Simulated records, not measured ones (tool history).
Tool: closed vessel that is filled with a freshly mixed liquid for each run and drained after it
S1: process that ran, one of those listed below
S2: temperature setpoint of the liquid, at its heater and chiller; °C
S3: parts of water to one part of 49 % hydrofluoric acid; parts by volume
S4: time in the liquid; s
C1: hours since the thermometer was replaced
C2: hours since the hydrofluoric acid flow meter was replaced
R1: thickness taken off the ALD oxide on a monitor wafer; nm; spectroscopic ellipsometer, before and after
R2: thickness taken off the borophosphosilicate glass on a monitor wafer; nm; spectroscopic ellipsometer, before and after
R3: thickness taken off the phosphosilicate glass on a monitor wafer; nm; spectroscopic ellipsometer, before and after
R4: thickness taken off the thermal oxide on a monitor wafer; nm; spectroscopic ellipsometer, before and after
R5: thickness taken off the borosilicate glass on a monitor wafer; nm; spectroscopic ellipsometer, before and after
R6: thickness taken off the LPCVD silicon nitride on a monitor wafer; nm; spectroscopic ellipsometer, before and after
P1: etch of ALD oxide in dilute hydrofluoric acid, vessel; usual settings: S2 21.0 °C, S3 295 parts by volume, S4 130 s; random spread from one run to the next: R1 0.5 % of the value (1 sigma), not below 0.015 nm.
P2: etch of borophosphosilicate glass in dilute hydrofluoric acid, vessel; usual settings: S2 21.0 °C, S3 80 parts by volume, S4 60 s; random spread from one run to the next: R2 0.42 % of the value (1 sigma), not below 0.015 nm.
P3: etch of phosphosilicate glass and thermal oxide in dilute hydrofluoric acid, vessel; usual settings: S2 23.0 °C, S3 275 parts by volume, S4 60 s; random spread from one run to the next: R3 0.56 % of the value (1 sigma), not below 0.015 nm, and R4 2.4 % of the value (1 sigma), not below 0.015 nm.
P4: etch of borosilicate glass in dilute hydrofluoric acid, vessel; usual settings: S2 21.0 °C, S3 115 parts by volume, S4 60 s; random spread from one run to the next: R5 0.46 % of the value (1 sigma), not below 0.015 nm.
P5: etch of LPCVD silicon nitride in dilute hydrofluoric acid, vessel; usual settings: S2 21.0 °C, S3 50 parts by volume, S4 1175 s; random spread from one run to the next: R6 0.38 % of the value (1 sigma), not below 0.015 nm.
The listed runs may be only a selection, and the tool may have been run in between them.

Run 1, day 0.250: S1 P1, S2 21.0 °C, S3 295 parts by volume, S4 130 s; C1 282.5; C2 808.1. Result: R1 4.3506 nm.
Run 2, day 0.717: S1 P1, S2 26.5 °C, S3 295 parts by volume, S4 130 s; C1 293.7; C2 819.3. Result: R1 5.2537 nm.
Run 3, day 1.004: S1 P1, S2 21.0 °C, S3 295 parts by volume, S4 130 s; C1 300.6; C2 826.2. Result: R1 4.3263 nm.
Run 4, day 1.412: S1 P2, S2 21.0 °C, S3 80 parts by volume, S4 60 s; C1 310.4; C2 836.0. Result: R2 50.847 nm.
Run 5, day 1.788: S1 P3, S2 23.0 °C, S3 275 parts by volume, S4 30 s; C1 319.4; C2 845.0. Result: R3 8.6395 nm, R4 0.41955 nm.
Run 6, day 2.250: S1 P4, S2 21.0 °C, S3 115 parts by volume, S4 30 s; C1 330.5; C2 856.1. Result: R5 8.4159 nm.
Run 7, day 2.712: S1 P1, S2 21.0 °C, S3 470 parts by volume, S4 130 s; C1 341.6; C2 867.2. Result: R1 2.3381 nm.
Run 8, day 3.038: S1 P3, S2 30.0 °C, S3 275 parts by volume, S4 60 s; C1 349.4; C2 875.0. Result: R3 21.8970 nm, R4 1.04610 nm.
Run 9, day 3.288: S1 P1, S2 21.0 °C, S3 295 parts by volume, S4 130 s; C1 355.4; C2 881.0. Result: R1 4.3710 nm.
Run 10, day 3.679: S1 P4, S2 21.0 °C, S3 115 parts by volume, S4 60 s; C1 364.8; C2 890.4. Result: R5 16.6290 nm.
Run 11, day 4.088: S1 P1, S2 21.0 °C, S3 70 parts by volume, S4 130 s; C1 374.6; C2 900.2. Result: R1 22.9170 nm.
Run 12, day 4.358: S1 P5, S2 21.0 °C, S3 50 parts by volume, S4 1175 s; C1 381.1; C2 906.7. Result: R6 10.8670 nm.
Run 13, day 4.704: S1 P5, S2 24.5 °C, S3 50 parts by volume, S4 1175 s; C1 389.4; C2 915.0. Result: R6 13.7740 nm.
Run 14, day 5.092: S1 P5, S2 21.0 °C, S3 50 parts by volume, S4 1175 s; C1 398.7; C2 924.3. Result: R6 10.8620 nm.
Run 15, day 5.533: S1 P4, S2 21.0 °C, S3 205 parts by volume, S4 60 s; C1 409.3; C2 934.9. Result: R5 8.5777 nm.
Run 16, day 6.025: S1 P1, S2 21.0 °C, S3 295 parts by volume, S4 195 s; C1 421.1; C2 946.7. Result: R1 6.5180 nm.
Run 17, day 6.462: S1 P1, S2 21.0 °C, S3 295 parts by volume, S4 65 s; C1 431.6; C2 957.2. Result: R1 2.1606 nm.
Run 18, day 6.750: S1 P4, S2 27.0 °C, S3 115 parts by volume, S4 60 s; C1 438.5; C2 964.1. Result: R5 21.2270 nm.
Run 19, day 7.050: S1 P2, S2 29.0 °C, S3 80 parts by volume, S4 60 s; C1 445.7; C2 971.3. Result: R2 69.907 nm.
Run 20, day 7.417: S1 P1, S2 17.0 °C, S3 535 parts by volume, S4 130 s; C1 454.5; C2 980.1. Result: R1 1.7032 nm.
Run 21, day 7.675: S1 P1, S2 17.0 °C, S3 295 parts by volume, S4 130 s; C1 460.7; C2 986.3. Result: R1 3.7107 nm.
Run 22, day 8.162: S1 P2, S2 21.0 °C, S3 80 parts by volume, S4 100 s; C1 472.4; C2 998.0. Result: R2 84.850 nm.
Run 23, day 8.375: S1 P5, S2 21.0 °C, S3 20 parts by volume, S4 1175 s; C1 477.5; C2 1003.1. Result: R6 26.2800 nm.
Run 24, day 8.646: S1 P5, S2 21.0 °C, S3 50 parts by volume, S4 430 s; C1 484.0; C2 1009.6. Result: R6 3.9837 nm.
Run 25, day 8.908: S1 P2, S2 21.0 °C, S3 145 parts by volume, S4 60 s; C1 490.3; C2 1015.9. Result: R2 26.084 nm.
Run 26, day 9.346: S1 P3, S2 23.0 °C, S3 115 parts by volume, S4 60 s; C1 500.8; C2 1026.4. Result: R3 48.8860 nm, R4 2.32490 nm.
Run 27, day 9.712: S1 P1, S2 21.0 °C, S3 295 parts by volume, S4 130 s; C1 509.6; C2 1035.2. Result: R1 4.3082 nm.
Run 28, day 9.996: S1 P1, S2 27.5 °C, S3 295 parts by volume, S4 225 s; C1 516.4; C2 1042.0. Result: R1 9.4077 nm.
Run 29, day 10.375: S1 P1, S2 21.0 °C, S3 295 parts by volume, S4 130 s; C1 525.5; C2 1051.1. Result: R1 4.3371 nm.
Run 30, day 10.688: S1 P1, S2 27.0 °C, S3 480 parts by volume, S4 130 s; C1 533.0; C2 1058.6. Result: R1 2.7317 nm.
Run 31, day 10.967: S1 P1, S2 21.0 °C, S3 295 parts by volume, S4 130 s; C1 539.7; C2 1065.3. Result: R1 4.3696 nm.
Run 32, day 11.338: S1 P3, S2 23.0 °C, S3 275 parts by volume, S4 60 s; C1 548.6; C2 1074.2. Result: R3 17.3140 nm, R4 0.82993 nm.
Run 33, day 11.604: S1 P1, S2 21.0 °C, S3 295 parts by volume, S4 130 s; C1 555.0; C2 1080.6. Result: R1 4.2778 nm.
Run 34, day 12.033: S1 P1, S2 21.0 °C, S3 295 parts by volume, S4 130 s; C1 565.3; C2 1090.9. Result: R1 4.3311 nm.
Run 35, day 12.288: S1 P1, S2 21.0 °C, S3 295 parts by volume, S4 130 s; C1 571.4; C2 1097.0. Result: R1 4.2901 nm.
Run 36, day 12.542: S1 P1, S2 21.0 °C, S3 295 parts by volume, S4 130 s; C1 577.5; C2 1103.1. Result: R1 4.1412 nm.
Run 37, day 12.888: S1 P1, S2 21.0 °C, S3 295 parts by volume, S4 130 s; C1 585.8; C2 1111.4. Result: R1 4.1419 nm.
Run 38, day 13.125: S1 P1, S2 21.0 °C, S3 295 parts by volume, S4 130 s; C1 591.5; C2 1117.1. Result: R1 4.1225 nm.
Run 39, day 13.408: S1 P1, S2 21.0 °C, S3 295 parts by volume, S4 130 s; C1 598.3; C2 1123.9. Result: R1 4.0725 nm.
Run 40, day 13.833: S1 P1, S2 21.0 °C, S3 295 parts by volume, S4 130 s; C1 608.5; C2 1134.1. Result: R1 4.0747 nm.
Run 41, day 14.071: S1 P1, S2 21.0 °C, S3 295 parts by volume, S4 130 s; C1 614.2; C2 1139.8. Result: R1 4.0664 nm.
Run 42, day 14.417: S1 P1, S2 21.0 °C, S3 295 parts by volume, S4 130 s; C1 622.5; C2 1148.1. Result: R1 4.0468 nm.
Run 43, day 14.771: S1 P1, S2 21.0 °C, S3 295 parts by volume, S4 130 s; C1 631.0; C2 1156.6. Result: R1 4.0126 nm.

P1 has crept away from where it was. The log is fitted equally well by each of these 2 causes, at the sizes shown:
A: liquid colder than its thermometer reads (K) = 1.98
B: hydrofluoric acid flow below the setpoint (%) = 5.5
The process output started creeping at around day 12.033.

Which of the 4 check runs listed below separates the causes, so that each cause would produce a clearly different result? Each run uses one wafer, and its results are marked with question marks.
Run check 1, day 15.125: S1 P2, S2 28.5 °C, S3 120 parts by volume, S4 60 s. Result: R2 ?.
Run check 2, day 15.125: S1 P4, S2 21.0 °C, S3 200 parts by volume, S4 30 s. Result: R5 ?.
Run check 3, day 15.125: S1 P3, S2 27.0 °C, S3 275 parts by volume, S4 60 s. Result: R3 ?, R4 ?.
Run check 4, day 15.125: S1 P5, S2 21.0 °C, S3 50 parts by volume, S4 490 s. Result: R6 ?.

Expected result of each check under each candidate cause:
  check  result     if A     if B
check 1      R2   40.371   40.737
check 2      R5   4.0826   4.1165
check 3      R3  18.5350  18.4370
check 3      R4  0.90156  0.89677
check 4      R6   3.9444   4.2834
Gap, in per cent, between the two causes that each check separates least, read from the result that separates them most: check 1 0.9 %; check 2 0.83 %; check 3 0.53 %; check 4 8.24 %
Only check 4 tells the causes apart: in the others they would give nearly the same result.

Here is what check 4 returned: R6 3.9419 nm. Which cause is it?

The cause is A: liquid colder than its thermometer reads (K).
